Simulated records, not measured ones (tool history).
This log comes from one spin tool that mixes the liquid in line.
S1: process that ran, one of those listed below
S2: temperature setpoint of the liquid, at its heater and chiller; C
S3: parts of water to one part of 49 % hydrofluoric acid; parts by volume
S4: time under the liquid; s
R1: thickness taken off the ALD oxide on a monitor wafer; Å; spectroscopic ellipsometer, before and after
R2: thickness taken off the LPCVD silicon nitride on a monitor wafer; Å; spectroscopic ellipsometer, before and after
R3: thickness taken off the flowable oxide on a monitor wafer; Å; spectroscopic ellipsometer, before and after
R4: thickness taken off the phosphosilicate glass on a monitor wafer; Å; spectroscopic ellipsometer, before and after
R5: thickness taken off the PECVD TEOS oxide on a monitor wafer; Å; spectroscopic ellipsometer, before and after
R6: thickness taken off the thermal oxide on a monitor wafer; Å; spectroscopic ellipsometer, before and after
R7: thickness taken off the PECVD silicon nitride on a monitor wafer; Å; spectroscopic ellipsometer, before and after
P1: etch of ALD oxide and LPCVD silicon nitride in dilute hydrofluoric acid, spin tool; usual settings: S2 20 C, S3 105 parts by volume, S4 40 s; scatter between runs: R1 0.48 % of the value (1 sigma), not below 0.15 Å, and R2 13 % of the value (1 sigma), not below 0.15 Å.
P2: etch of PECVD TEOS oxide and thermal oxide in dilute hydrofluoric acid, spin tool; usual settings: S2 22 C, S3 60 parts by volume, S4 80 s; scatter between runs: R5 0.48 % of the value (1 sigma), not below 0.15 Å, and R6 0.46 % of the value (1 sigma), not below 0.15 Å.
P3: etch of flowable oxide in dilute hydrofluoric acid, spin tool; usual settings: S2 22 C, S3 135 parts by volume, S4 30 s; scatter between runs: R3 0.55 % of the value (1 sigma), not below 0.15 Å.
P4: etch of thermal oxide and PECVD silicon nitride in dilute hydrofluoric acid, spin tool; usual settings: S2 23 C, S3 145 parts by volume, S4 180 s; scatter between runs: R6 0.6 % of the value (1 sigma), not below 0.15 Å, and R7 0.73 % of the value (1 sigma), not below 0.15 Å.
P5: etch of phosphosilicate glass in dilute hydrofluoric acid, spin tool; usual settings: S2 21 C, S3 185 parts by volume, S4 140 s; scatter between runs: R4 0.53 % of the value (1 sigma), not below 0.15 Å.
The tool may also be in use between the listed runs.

| run | hour | S1 | S2 | S3 | S4 | R1 | R2 | R3 | R4 | R5 | R6 | R7 |
|---|---|---|---|---|---|---|---|---|---|---|---|---|
| 1 | 5.2 | P1 | 20 | 105 | 40 | 73.741 | 1.6653 |  |  |  |  |  |
| 2 | 12.5 | P1 | 20 | 45 | 40 | 182.58 | 3.6779 |  |  |  |  |  |
| 3 | 16.8 | P1 | 20 | 105 | 15 | 27.444 | 0.45554 |  |  |  |  |  |
| 4 | 21.5 | P3 | 22 | 135 | 50 |  |  | 136.07 |  |  |  |  |
| 5 | 25.1 | P3 | 17.5 | 135 | 30 |  |  | 68.942 |  |  |  |  |
| 6 | 30.8 | P5 | 17 | 185 | 140 |  |  |  | 395.37 |  |  |  |
| 7 | 36.9 | P1 | 20 | 105 | 40 | 72.747 | 1.629 |  |  |  |  |  |
| 8 | 42.5 | P2 | 22 | 60 | 80 |  |  |  |  | 281.21 | 56.825 |  |
| 9 | 47.9 | P1 | 20 | 105 | 40 | 72.988 | 1.6935 |  |  |  |  |  |
| 10 | 52.2 | P1 | 17 | 105 | 40 | 65.181 | 1.3194 |  |  |  |  |  |
| 11 | 57.2 | P2 | 22 | 60 | 130 |  |  |  |  | 455.5 | 93.423 |  |
| 12 | 62.6 | P1 | 17 | 105 | 70 | 111.97 | 2.5778 |  |  |  |  |  |
| 13 | 68.8 | P5 | 21 | 105 | 140 |  |  |  | 885.1 |  |  |  |
| 14 | 74 | P2 | 22 | 105 | 80 |  |  |  |  | 153.17 | 31.207 |  |
| 15 | 81.2 | P1 | 20 | 60 | 15 | 50.168 | 0.93641 |  |  |  |  |  |
| 16 | 84.8 | P4 | 23 | 260 | 180 |  |  |  |  |  | 26.786 | 20.164 |
| 17 | 89.1 | P5 | 21 | 185 | 225 |  |  |  | 734.46 |  |  |  |
| 18 | 93.7 | P4 | 23 | 145 | 60 |  |  |  |  |  | 18.157 | 11.382 |
| 19 | 96.9 | P1 | 25.5 | 105 | 40 | 90.668 | 2.3143 |  |  |  |  |  |
| 20 | 100.9 | P4 | 23 | 145 | 180 |  |  |  |  |  | 54.854 | 35.652 |
| 21 | 106.3 | P1 | 20 | 105 | 70 | 127.65 | 3.0833 |  |  |  |  |  |
| 22 | 113 | P1 | 20 | 140 | 40 | 53.143 | 1.3198 |  |  |  |  |  |
| 23 | 120.1 | P4 | 18 | 145 | 180 |  |  |  |  |  | 44.796 | 25.485 |
| 24 | 126.1 | P3 | 22 | 220 | 30 |  |  | 45.949 |  |  |  |  |
| 25 | 129.4 | P5 | 21 | 185 | 140 |  |  |  | 462.09 |  |  |  |
| 26 | 135.5 | P1 | 20 | 105 | 40 | 73.357 | 1.7593 |  |  |  |  |  |
| 27 | 140.1 | P2 | 22 | 60 | 80 |  |  |  |  | 282.6 | 58.065 |  |
|  | 143 | thermometer replaced |
| 28 | 147.1 | P2 | 27 | 60 | 80 |  |  |  |  | 346.57 | 70.26 |  |
| 29 | 150.4 | P3 | 22 | 135 | 30 |  |  | 83.28 |  |  |  |  |
| 30 | 153.7 | P3 | 22 | 135 | 30 |  |  | 82.01 |  |  |  |  |
| 31 | 160.2 | P1 | 20 | 105 | 40 | 73.006 | 1.675 |  |  |  |  |  |
| 32 | 165.8 | P1 | 20 | 105 | 40 | 75.53 | 1.523 |  |  |  |  |  |
| 33 | 171 | P1 | 20 | 105 | 40 | 77.617 | 1.7641 |  |  |  |  |  |
| 34 | 174.5 | P1 | 20 | 105 | 40 | 78.19 | 1.6456 |  |  |  |  |  |
| 35 | 179.4 | P1 | 20 | 105 | 40 | 78.309 | 2.2719 |  |  |  |  |  |
| 36 | 184.9 | P1 | 20 | 105 | 40 | 78.437 | 2.0055 |  |  |  |  |  |
| 37 | 191.5 | P1 | 20 | 105 | 40 | 78.636 | 1.9051 |  |  |  |  |  |
| 38 | 195.9 | P1 | 20 | 105 | 40 | 78.849 | 1.9882 |  |  |  |  |  |
| 39 | 200.9 | P1 | 20 | 105 | 40 | 78.793 | 1.5185 |  |  |  |  |  |

P1 has crept away from where it was. The log is fitted equally well by each of these 2 causes, at the sizes shown:
A: liquid hotter than its thermometer reads (K) = 1.9
B: hydrofluoric acid flow above the setpoint (%) = 7.15
At approximately hour 160.2, the process output began to creep.

The 4 check runs listed below each average the results of 2 wafers, and their outcomes are marked with question marks. Under which run would the listed causes produce clearly different results?
| check 1 | 205.9 | P4 | 23 | 145 | 180 |  |  |  |  |  | ? | ? |
| check 2 | 205.9 | P2 | 22 | 60 | 80 |  |  |  |  | ? | ? |  |
| check 3 | 205.9 | P5 | 21 | 185 | 140 |  |  |  | ? |  |  |  |
| check 4 | 205.9 | P3 | 22 | 135 | 30 |  |  | ? |  |  |  |  |

What each check would give under each cause:
| check | result | if A | if B |
|---|---|---|---|
| check 1 | R6 | 58.724 | 59.143 |
| check 1 | R7 | 40.047 | 37.912 |
| check 2 | R5 | 304.96 | 303.67 |
| check 2 | R6 | 61.885 | 61.622 |
| check 3 | R4 | 494.98 | 499.56 |
| check 4 | R3 | 88.78 | 89.225 |
Separation of the two closest causes in each check, using whichever result separates them best: check 1 5.48 %; check 2 0.43 %; check 3 0.92 %; check 4 0.5 %
Check 1 tells the causes apart: in the others they would give nearly the same result.

Check 1 was carried out, with these results: R6 58.851 Å; R7 39.98 Å. Which of the listed causes is responsible?

A is the cause: liquid hotter than its thermometer reads (K).
